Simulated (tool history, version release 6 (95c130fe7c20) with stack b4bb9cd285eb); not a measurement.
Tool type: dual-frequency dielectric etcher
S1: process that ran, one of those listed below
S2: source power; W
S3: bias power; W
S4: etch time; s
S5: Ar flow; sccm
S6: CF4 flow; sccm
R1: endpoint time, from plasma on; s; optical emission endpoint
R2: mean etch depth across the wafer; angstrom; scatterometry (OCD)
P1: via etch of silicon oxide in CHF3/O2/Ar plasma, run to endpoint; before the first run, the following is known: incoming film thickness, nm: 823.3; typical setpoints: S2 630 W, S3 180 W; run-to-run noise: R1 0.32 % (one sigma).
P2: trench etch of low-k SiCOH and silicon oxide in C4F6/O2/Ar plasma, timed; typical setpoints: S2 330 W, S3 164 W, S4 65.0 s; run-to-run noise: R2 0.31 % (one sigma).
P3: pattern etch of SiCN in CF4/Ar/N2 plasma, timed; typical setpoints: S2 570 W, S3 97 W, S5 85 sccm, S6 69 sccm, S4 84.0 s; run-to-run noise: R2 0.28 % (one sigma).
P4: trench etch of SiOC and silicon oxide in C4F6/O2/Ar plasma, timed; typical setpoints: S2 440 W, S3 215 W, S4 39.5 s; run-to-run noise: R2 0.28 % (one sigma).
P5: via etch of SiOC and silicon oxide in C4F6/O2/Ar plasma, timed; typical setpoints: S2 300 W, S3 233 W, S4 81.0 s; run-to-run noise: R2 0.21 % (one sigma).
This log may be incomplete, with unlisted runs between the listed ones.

{"run": 1, "hour": 12.7, "S1": "P1", "S2": 630, "S3": 180, "R1": 414.09}
{"run": 2, "hour": 24.0, "S1": "P4", "S2": 620, "S3": 215, "S4": 39.5, "R2": 981.69}
{"run": 3, "hour": 36.1, "S1": "P3", "S2": 340, "S3": 97, "S4": 84.0, "S5": 85, "S6": 69, "R2": 634.99}
{"run": 4, "hour": 44.8, "S1": "P3", "S2": 570, "S3": 61, "S4": 84.0, "S5": 85, "S6": 69, "R2": 862.25}
{"run": 5, "hour": 54.7, "S1": "P1", "S2": 470, "S3": 180, "R1": 466.37}
{"run": 6, "hour": 65.2, "S1": "P1", "S2": 630, "S3": 180, "R1": 414.57}
{"run": 7, "hour": 77.5, "S1": "P1", "S2": 490, "S3": 143, "R1": 493.58}
{"run": 8, "hour": 89.3, "S1": "P2", "S2": 330, "S3": 221, "S4": 65.0, "R2": 2082.1}
{"run": 9, "hour": 98.5, "S1": "P1", "S2": 420, "S3": 237, "R1": 440.19}
{"run": 10, "hour": 106.3, "S1": "P4", "S2": 440, "S3": 262, "S4": 39.5, "R2": 915.65}
{"run": 11, "hour": 115.4, "S1": "P5", "S2": 190, "S3": 233, "S4": 81.0, "R2": 793.27}
{"run": 12, "hour": 123.3, "S1": "P5", "S2": 300, "S3": 233, "S4": 81.0, "R2": 941.66}
{"run": 13, "hour": 136.3, "S1": "P1", "S2": 760, "S3": 180, "R1": 386.46}
{"run": 14, "hour": 149.9, "S1": "P3", "S2": 570, "S3": 97, "S4": 84.0, "S5": 85, "S6": 98, "R2": 1050.0}
{"run": 15, "hour": 161.2, "S1": "P1", "S2": 630, "S3": 253, "R1": 366.48}
{"run": 16, "hour": 170.1, "S1": "P1", "S2": 630, "S3": 180, "R1": 414.94}
{"run": 17, "hour": 179.2, "S1": "P2", "S2": 420, "S3": 164, "S4": 65.0, "R2": 2075.5}
{"run": 18, "hour": 191.7, "S1": "P4", "S2": 440, "S3": 215, "S4": 59.0, "R2": 1282.5}
{"run": 19, "hour": 204.8, "S1": "P3", "S2": 570, "S3": 97, "S4": 104.5, "S5": 85, "S6": 69, "R2": 1246.5}
{"run": 20, "hour": 214.7, "S1": "P2", "S2": 330, "S3": 164, "S4": 65.0, "R2": 1900.6}
{"run": 21, "hour": 224.5, "S1": "P4", "S2": 440, "S3": 215, "S4": 39.5, "R2": 859.48}
{"run": 22, "hour": 238.1, "S1": "P1", "S2": 630, "S3": 180, "R1": 413.2}
{"run": 23, "hour": 251.7, "S1": "P1", "S2": 630, "S3": 107, "R1": 490.4}
{"run": 24, "hour": 262.0, "S1": "P5", "S2": 300, "S3": 233, "S4": 108.5, "R2": 1258.6}

For run 25, what comes out?
{"run": 25, "hour": 269.0, "S1": "P3", "S2": 570, "S3": 97, "S4": 84.0, "S5": 61, "S6": 69, "R2": "?"}

R2: 1044.20 angstrom
